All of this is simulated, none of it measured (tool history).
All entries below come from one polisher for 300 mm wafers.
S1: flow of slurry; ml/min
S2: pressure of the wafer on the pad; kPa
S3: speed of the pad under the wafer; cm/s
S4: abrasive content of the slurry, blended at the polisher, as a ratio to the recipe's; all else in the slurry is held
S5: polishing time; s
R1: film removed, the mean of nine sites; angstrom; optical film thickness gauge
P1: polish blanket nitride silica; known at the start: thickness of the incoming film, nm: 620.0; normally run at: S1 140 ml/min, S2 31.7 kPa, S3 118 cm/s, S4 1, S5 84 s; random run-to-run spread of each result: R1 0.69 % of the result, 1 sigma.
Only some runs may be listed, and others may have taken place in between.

run	day	S1	S2	S3	S4	S5	R1
1	0.588	140	31.7	118	1	84	904.39
2	0.983	140	31.7	118	1	48	521.69
3	1.538	140	31.7	118	1.45	84	1070.4
4	2.025	140	31.7	118	1	123	1317.7
5	2.396	140	20	118	1	84	572.34
6	2.975	140	31.7	118	1	84	900.93
7	3.271	140	31.7	118	1	84	896.58
8	3.762	140	31.7	118	1	84	895.11
9	4.308	140	31.7	188	1	84	1292.3
10	4.879	225	31.7	118	1	84	978.95
11	5.421	140	31.7	118	0.55	84	648.18
12	5.842	140	31.7	118	1	84	895.11
13	6.217	140	48.3	118	1	84	1362.3
14	6.846	85	31.7	118	1	84	804.22
15	7.192	140	31.7	118	1.25	113	1315.2
16	7.592	140	31.7	74	1	84	622.43
17	8.038	140	31.7	118	1	84	904.43
18	8.642	140	31.7	118	1	84	826.66
19	9.021	140	31.7	118	1	84	803.41
# day 9.092: slurry nozzle cleaned
20	9.583	140	31.7	118	1	84	783.84

Predict the results of run 21:
# day 9.729: head pressure recalibrated
# day 9.808: conditioning disc replaced and pad reconditioned
21	9.9	140	31.7	118	1	84	?

R1: 793.63 angstrom
